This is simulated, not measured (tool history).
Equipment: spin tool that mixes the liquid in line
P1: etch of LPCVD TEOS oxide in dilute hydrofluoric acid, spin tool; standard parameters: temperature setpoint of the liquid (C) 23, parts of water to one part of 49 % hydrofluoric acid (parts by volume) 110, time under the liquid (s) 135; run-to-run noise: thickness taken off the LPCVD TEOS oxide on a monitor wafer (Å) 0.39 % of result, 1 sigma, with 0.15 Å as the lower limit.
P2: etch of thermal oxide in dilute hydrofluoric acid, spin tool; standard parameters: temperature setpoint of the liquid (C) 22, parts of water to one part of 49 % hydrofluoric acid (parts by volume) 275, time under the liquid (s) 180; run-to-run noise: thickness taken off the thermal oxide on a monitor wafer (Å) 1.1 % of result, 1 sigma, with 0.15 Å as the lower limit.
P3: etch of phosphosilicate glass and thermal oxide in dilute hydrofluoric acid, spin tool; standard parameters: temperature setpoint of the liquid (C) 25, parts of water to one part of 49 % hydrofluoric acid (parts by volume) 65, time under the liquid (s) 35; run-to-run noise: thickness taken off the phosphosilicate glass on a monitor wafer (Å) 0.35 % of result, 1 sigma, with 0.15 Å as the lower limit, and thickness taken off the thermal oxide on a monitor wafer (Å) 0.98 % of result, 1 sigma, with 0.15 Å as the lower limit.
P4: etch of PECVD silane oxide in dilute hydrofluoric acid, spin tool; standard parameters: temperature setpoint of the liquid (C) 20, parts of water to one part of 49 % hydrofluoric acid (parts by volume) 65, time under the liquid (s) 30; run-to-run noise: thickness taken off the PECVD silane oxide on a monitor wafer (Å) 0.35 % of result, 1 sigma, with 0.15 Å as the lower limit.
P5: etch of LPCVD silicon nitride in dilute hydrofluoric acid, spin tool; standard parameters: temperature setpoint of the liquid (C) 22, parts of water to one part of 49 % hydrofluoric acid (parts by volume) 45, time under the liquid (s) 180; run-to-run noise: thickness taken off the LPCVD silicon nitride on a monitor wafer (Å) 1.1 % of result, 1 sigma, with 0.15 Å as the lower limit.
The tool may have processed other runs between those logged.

run,hour,process that ran,temperature setpoint of the liquid (C),parts of water to one part of 49 % hydrofluoric acid (parts by volume),time under the liquid (s),hours since the thermometer was replaced,hours since the hydrofluoric acid flow meter was replaced,thickness taken off the LPCVD TEOS oxide on a monitor wafer (Å),thickness taken off the LPCVD silicon nitride on a monitor wafer (Å),thickness taken off the thermal oxide on a monitor wafer (Å),thickness taken off the PECVD silane oxide on a monitor wafer (Å),thickness taken off the phosphosilicate glass on a monitor wafer (Å)
1,14.4,P1,23,110,135,226.1,306.6,482.79,,,,
2,23.4,P5,22,30,180,235.1,315.6,,29.102,,,
3,37.3,P2,17,275,180,249,329.5,,,19.392,,
4,45,P1,23,110,65,256.7,337.2,233.97,,,,
5,52.8,P4,20,105,30,264.5,345,,,,123.17,
6,60.5,P3,25,25,35,272.2,352.7,,,76.111,,1631.7
7,70.6,P1,29,25,135,282.3,362.8,3021,,,,
8,80.4,P4,20,65,30,292.1,372.6,,,,208.38,
9,91.7,P1,23,110,135,303.4,383.9,487.06,,,,
10,104.6,P3,25,65,35,316.3,396.8,,,27.478,,597.3
11,112.7,P1,23,110,135,324.4,404.9,481.34,,,,
12,123.4,P5,22,45,180,335.1,415.6,,20.051,,,
13,131.7,P1,23,110,135,343.4,423.9,480.66,,,,
14,146.9,P1,23,110,135,358.6,439.1,482.35,,,,
15,156.5,P2,22,50,180,368.2,448.7,,,164,,
16,170.2,P3,33,65,35,381.9,462.4,,,37.458,,810.23
17,180.8,P2,22,275,295,392.5,473,,,38.525,,
18,190.1,P4,20,65,30,401.8,482.3,,,,207.63,
19,205.4,P4,20,65,15,417.1,497.6,,,,104.11,
20,218.2,P4,25,65,30,429.9,510.4,,,,254.22,
21,228.3,P3,25,65,55,440,520.5,,,43.315,,936.98
22,238.7,P1,23,110,245,450.4,530.9,875.51,,,,
23,254.4,P5,22,45,310,466.1,546.6,,34.512,,,
24,263.7,P1,23,40,135,475.4,555.9,1442.3,,,,
25,272.7,P2,22,275,180,484.4,564.9,,,23.506,,
26,288.4,P1,18,110,135,500.1,580.6,396.54,,,,
27,302.1,P5,28,45,180,513.8,594.3,,29.462,,,
28,310.6,P1,23,110,135,522.3,602.8,478.3,,,,
29,323.3,P1,23,185,135,535,615.5,264.6,,,,
30,338.3,P3,25,65,35,550,630.5,,,27.615,,590.66
31,348.7,P2,22,275,180,560.4,640.9,,,23.75,,
32,358.6,P1,28.5,110,135,570.3,650.8,593.4,,,,
33,371,P1,23,110,135,582.7,663.2,481.64,,,,
34,378.7,P1,23,110,135,590.4,670.9,491.79,,,,
35,391.7,P1,23,110,135,603.4,683.9,500.06,,,,
36,404.1,P1,23,110,135,615.8,696.3,507.03,,,,
37,412.6,P1,23,110,135,624.3,704.8,510.23,,,,
38,422.5,P1,23,110,135,634.2,714.7,517.6,,,,
39,430.6,P1,23,110,135,642.3,722.8,516.37,,,,
40,445.6,P1,23,110,135,657.3,737.8,513.95,,,,
41,457,P1,23,110,135,668.7,749.2,522.24,,,,
42,471.7,P1,23,110,135,683.4,763.9,519.19,,,,
43,487.3,P1,23,110,135,699,779.5,518.1,,,,

P1 has crept away from where it was. The log is fitted equally well by each of these 2 causes, at the sizes shown:
A: hydrofluoric acid flow above the setpoint (%) = 6.86
B: liquid hotter than its thermometer reads (K) = 1.91
The onset of the drift is placed at about hour 371.

Which of the check runs below tells the causes apart, meaning the causes would give it clearly different results? Each run uses 2 wafers whose results are averaged, and each result is shown as a question mark.
check 1,502.9,P4,24.5,100,30,,,,,,?,
check 2,502.9,P3,32,65,50,,,,,?,,?
check 3,502.9,P5,25.5,30,180,,,,?,,,
check 4,502.9,P2,22,80,180,,,,,?,,

If the cause were each of the candidates in turn, the checks would give the following:
check,result,if A,if B
check 1,thickness taken off the PECVD silane oxide on a monitor wafer (Å),167.44,167.49
check 2,thickness taken off the thermal oxide on a monitor wafer (Å),56.225,56.18
check 2,thickness taken off the phosphosilicate glass on a monitor wafer (Å),1199.1,1198.1
check 3,thickness taken off the LPCVD silicon nitride on a monitor wafer (Å),39.867,42.483
check 4,thickness taken off the thermal oxide on a monitor wafer (Å),108.04,108.57
Gap, in per cent, between the two causes that each check separates least, read from the result that separates them most: check 1 0.03 %; check 2 0.08 %; check 3 6.35 %; check 4 0.49 %
Only check 3 tells the causes apart: in the others they would give nearly the same result.

Check 3 has now been run. It gave: thickness taken off the LPCVD silicon nitride on a monitor wafer (Å) 39.353. Which of the candidate causes is it?

A is the cause: hydrofluoric acid flow above the setpoint (%).
